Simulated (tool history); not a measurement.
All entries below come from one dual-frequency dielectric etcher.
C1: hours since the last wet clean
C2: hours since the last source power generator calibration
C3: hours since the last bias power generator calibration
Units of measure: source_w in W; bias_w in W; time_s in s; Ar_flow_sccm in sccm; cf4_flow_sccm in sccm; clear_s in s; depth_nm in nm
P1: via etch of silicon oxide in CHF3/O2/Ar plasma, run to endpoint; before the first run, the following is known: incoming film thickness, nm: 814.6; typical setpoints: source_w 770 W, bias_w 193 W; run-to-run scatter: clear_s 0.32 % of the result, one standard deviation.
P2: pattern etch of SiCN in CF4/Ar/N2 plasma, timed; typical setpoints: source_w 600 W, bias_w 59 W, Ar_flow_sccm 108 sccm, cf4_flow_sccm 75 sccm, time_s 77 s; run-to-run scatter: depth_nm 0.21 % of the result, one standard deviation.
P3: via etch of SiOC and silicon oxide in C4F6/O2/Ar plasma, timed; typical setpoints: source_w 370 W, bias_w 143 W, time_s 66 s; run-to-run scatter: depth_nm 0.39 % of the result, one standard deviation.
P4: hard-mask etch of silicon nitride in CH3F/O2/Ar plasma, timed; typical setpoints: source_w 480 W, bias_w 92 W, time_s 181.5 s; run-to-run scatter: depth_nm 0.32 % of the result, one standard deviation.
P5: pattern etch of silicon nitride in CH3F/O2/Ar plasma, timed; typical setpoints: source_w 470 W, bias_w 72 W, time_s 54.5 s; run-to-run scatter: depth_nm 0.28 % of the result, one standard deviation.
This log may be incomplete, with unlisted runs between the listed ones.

{"run": 1, "day": 0.412, "process": "P1", "source_w": 770, "bias_w": 193, "C1": 173.7, "C2": 1404.2, "C3": 1277.2, "clear_s": 371.08}
{"run": 2, "day": 0.675, "process": "P1", "source_w": 910, "bias_w": 145, "C1": 180, "C2": 1410.5, "C3": 1283.5, "clear_s": 382.88}
{"run": 3, "day": 1.129, "process": "P1", "source_w": 770, "bias_w": 244, "C1": 190.9, "C2": 1421.4, "C3": 1294.4, "clear_s": 346.2}
{"run": 4, "day": 1.35, "process": "P4", "source_w": 480, "bias_w": 115, "time_s": 181.5, "C1": 196.2, "C2": 1426.7, "C3": 1299.7, "depth_nm": 156.44}
{"run": 5, "day": 1.696, "process": "P5", "source_w": 470, "bias_w": 72, "time_s": 79, "C1": 204.5, "C2": 1435, "C3": 1308, "depth_nm": 59.442}
{"run": 6, "day": 2.142, "process": "P4", "source_w": 390, "bias_w": 92, "time_s": 181.5, "C1": 215.2, "C2": 1445.7, "C3": 1318.7, "depth_nm": 133.71}
{"run": 7, "day": 2.55, "process": "P1", "source_w": 640, "bias_w": 117, "C1": 225, "C2": 1455.5, "C3": 1328.5, "clear_s": 470.66}
{"run": 8, "day": 2.85, "process": "P1", "source_w": 770, "bias_w": 193, "C1": 232.2, "C2": 1462.7, "C3": 1335.7, "clear_s": 372.87}
{"run": 9, "day": 3.075, "process": "P1", "source_w": 770, "bias_w": 193, "C1": 237.6, "C2": 1468.1, "C3": 1341.1, "clear_s": 373.14}
{"run": 10, "day": 3.308, "process": "P1", "source_w": 770, "bias_w": 139, "C1": 243.2, "C2": 1473.7, "C3": 1346.7, "clear_s": 415.8}
{"run": 11, "day": 3.675, "process": "P3", "source_w": 370, "bias_w": 143, "time_s": 95, "C1": 252, "C2": 1482.5, "C3": 1355.5, "depth_nm": 96.512}
{"day": 3.946, "done": "bias power generator calibrated"}
{"run": 12, "day": 4.05, "process": "P1", "source_w": 910, "bias_w": 193, "C1": 261, "C2": 1491.5, "C3": 2.5, "clear_s": 348.41}
{"run": 13, "day": 4.258, "process": "P1", "source_w": 770, "bias_w": 193, "C1": 266, "C2": 1496.5, "C3": 7.5, "clear_s": 371.57}
{"run": 14, "day": 4.7, "process": "P5", "source_w": 280, "bias_w": 72, "time_s": 54.5, "C1": 276.6, "C2": 1507.1, "C3": 18.1, "depth_nm": 33.794}
{"run": 15, "day": 4.921, "process": "P4", "source_w": 480, "bias_w": 92, "time_s": 265.5, "C1": 281.9, "C2": 1512.4, "C3": 23.4, "depth_nm": 212.2}
{"run": 16, "day": 5.271, "process": "P2", "source_w": 600, "bias_w": 59, "time_s": 77, "Ar_flow_sccm": 108, "cf4_flow_sccm": 75, "C1": 290.3, "C2": 1520.8, "C3": 31.8, "depth_nm": 81.401}
{"run": 17, "day": 5.667, "process": "P5", "source_w": 470, "bias_w": 89, "time_s": 54.5, "C1": 299.8, "C2": 1530.3, "C3": 41.3, "depth_nm": 44.505}
{"run": 18, "day": 5.942, "process": "P3", "source_w": 300, "bias_w": 143, "time_s": 66, "C1": 306.4, "C2": 1536.9, "C3": 47.9, "depth_nm": 61.714}
{"run": 19, "day": 6.379, "process": "P2", "source_w": 600, "bias_w": 81, "time_s": 77, "Ar_flow_sccm": 108, "cf4_flow_sccm": 75, "C1": 316.9, "C2": 1547.4, "C3": 58.4, "depth_nm": 90.475}
{"run": 20, "day": 6.775, "process": "P2", "source_w": 600, "bias_w": 59, "time_s": 112.5, "Ar_flow_sccm": 108, "cf4_flow_sccm": 75, "C1": 326.4, "C2": 1556.9, "C3": 67.9, "depth_nm": 119.25}
{"run": 21, "day": 7.125, "process": "P4", "source_w": 480, "bias_w": 92, "time_s": 181.5, "C1": 334.8, "C2": 1565.3, "C3": 76.3, "depth_nm": 144.38}
{"run": 22, "day": 7.496, "process": "P2", "source_w": 370, "bias_w": 59, "time_s": 77, "Ar_flow_sccm": 108, "cf4_flow_sccm": 75, "C1": 343.7, "C2": 1574.2, "C3": 85.2, "depth_nm": 53.175}
{"run": 23, "day": 7.875, "process": "P5", "source_w": 470, "bias_w": 72, "time_s": 54.5, "C1": 352.8, "C2": 1583.3, "C3": 94.3, "depth_nm": 40.943}
{"run": 24, "day": 8.296, "process": "P1", "source_w": 770, "bias_w": 193, "C1": 362.9, "C2": 1593.4, "C3": 104.4, "clear_s": 374.2}
{"run": 25, "day": 8.512, "process": "P1", "source_w": 450, "bias_w": 193, "C1": 368.1, "C2": 1598.6, "C3": 109.6, "clear_s": 456.85}
{"run": 26, "day": 8.933, "process": "P2", "source_w": 600, "bias_w": 59, "time_s": 77, "Ar_flow_sccm": 108, "cf4_flow_sccm": 75, "C1": 378.2, "C2": 1608.7, "C3": 119.7, "depth_nm": 81.617}
{"run": 27, "day": 9.288, "process": "P3", "source_w": 370, "bias_w": 143, "time_s": 66, "C1": 386.7, "C2": 1617.2, "C3": 128.2, "depth_nm": 67.434}
{"run": 28, "day": 9.679, "process": "P3", "source_w": 370, "bias_w": 98, "time_s": 66, "C1": 396.1, "C2": 1626.6, "C3": 137.6, "depth_nm": 59.91}
{"day": 9.696, "done": "source power generator calibrated"}
{"run": 29, "day": 10.038, "process": "P2", "source_w": 600, "bias_w": 59, "time_s": 77, "Ar_flow_sccm": 108, "cf4_flow_sccm": 46, "C1": 404.7, "C2": 8.2, "C3": 146.2, "depth_nm": 74.632}
{"run": 30, "day": 10.467, "process": "P1", "source_w": 480, "bias_w": 258, "C1": 415, "C2": 18.5, "C3": 156.5, "clear_s": 402.72}
{"run": 31, "day": 10.7, "process": "P2", "source_w": 600, "bias_w": 59, "time_s": 77, "Ar_flow_sccm": 77, "cf4_flow_sccm": 75, "C1": 420.6, "C2": 24.1, "C3": 162.1, "depth_nm": 85.737}
{"run": 32, "day": 10.988, "process": "P1", "source_w": 770, "bias_w": 193, "C1": 427.5, "C2": 31, "C3": 169, "clear_s": 373.07}
{"run": 33, "day": 11.354, "process": "P1", "source_w": 770, "bias_w": 193, "C1": 436.3, "C2": 39.8, "C3": 177.8, "clear_s": 372.03}
{"run": 34, "day": 11.688, "process": "P1", "source_w": 770, "bias_w": 193, "C1": 444.3, "C2": 47.8, "C3": 185.8, "clear_s": 372.64}
{"run": 35, "day": 11.917, "process": "P1", "source_w": 770, "bias_w": 193, "C1": 449.8, "C2": 53.3, "C3": 191.3, "clear_s": 375.58}
{"run": 36, "day": 12.146, "process": "P1", "source_w": 770, "bias_w": 193, "C1": 455.3, "C2": 58.8, "C3": 196.8, "clear_s": 375.69}
{"run": 37, "day": 12.496, "process": "P1", "source_w": 770, "bias_w": 193, "C1": 463.7, "C2": 67.2, "C3": 205.2, "clear_s": 381.01}
{"day": 12.646, "done": "wet clean of the chamber"}
{"run": 38, "day": 12.946, "process": "P1", "source_w": 770, "bias_w": 193, "C1": 7.3, "C2": 78, "C3": 216, "clear_s": 376.8}
{"run": 39, "day": 13.333, "process": "P1", "source_w": 770, "bias_w": 193, "C1": 16.6, "C2": 87.3, "C3": 225.3, "clear_s": 378.09}
{"run": 40, "day": 13.579, "process": "P1", "source_w": 770, "bias_w": 193, "C1": 22.5, "C2": 93.2, "C3": 231.2, "clear_s": 378.5}
{"run": 41, "day": 13.804, "process": "P1", "source_w": 770, "bias_w": 193, "C1": 27.9, "C2": 98.6, "C3": 236.6, "clear_s": 376.8}

What P1 gives has crept off from where it sat before. The 2 causes that follow fit the log equally well, each at the size noted:
A: source power that arrives under what is set, % = 4.23
B: bias power that arrives under what is set, % = 4.84
At approximately day 11.688, the process output began to creep.
Excluded causes, each with its reason:
chamber walls in a state that lowers the etch rate, %: serviced at day 12.646, after the drift had started, without restoring the earlier output

Of the 4 check runs listed below, each run on one wafer and each result written as a question mark, which would let you distinguish the listed causes because they would give clearly different results?
{"run": "check 1", "day": 14.029, "process": "P3", "source_w": 370, "bias_w": 143, "time_s": 77.5, "depth_nm": "?"}
{"run": "check 2", "day": 14.029, "process": "P2", "source_w": 470, "bias_w": 76, "time_s": 77, "Ar_flow_sccm": 108, "cf4_flow_sccm": 75, "depth_nm": "?"}
{"run": "check 3", "day": 14.029, "process": "P5", "source_w": 370, "bias_w": 72, "time_s": 54.5, "depth_nm": "?"}
{"run": "check 4", "day": 14.029, "process": "P4", "source_w": 480, "bias_w": 92, "time_s": 248.5, "depth_nm": "?"}

How each check would come out, cause by cause:
check=check_1 result=depth_nm if_A=77.498 if_B=77.634
check=check_2 result=depth_nm if_A=68.779 if_B=70.213
check=check_3 result=depth_nm if_A=36.908 if_B=36.884
check=check_4 result=depth_nm if_A=195.09 if_B=194.81
Per check, the gap between the least separated pair of causes, taken in the result that splits them most: check 1 0.18 %; check 2 2.06 %; check 3 0.07 %; check 4 0.14 %
The causes can be told apart only by check 2. The other checks would give nearly the same results under each of them.

Check 2 was then run and gave: depth_nm 70.271 nm. Which cause is it?

Of the candidate causes, it is B: bias power that arrives under what is set, %.

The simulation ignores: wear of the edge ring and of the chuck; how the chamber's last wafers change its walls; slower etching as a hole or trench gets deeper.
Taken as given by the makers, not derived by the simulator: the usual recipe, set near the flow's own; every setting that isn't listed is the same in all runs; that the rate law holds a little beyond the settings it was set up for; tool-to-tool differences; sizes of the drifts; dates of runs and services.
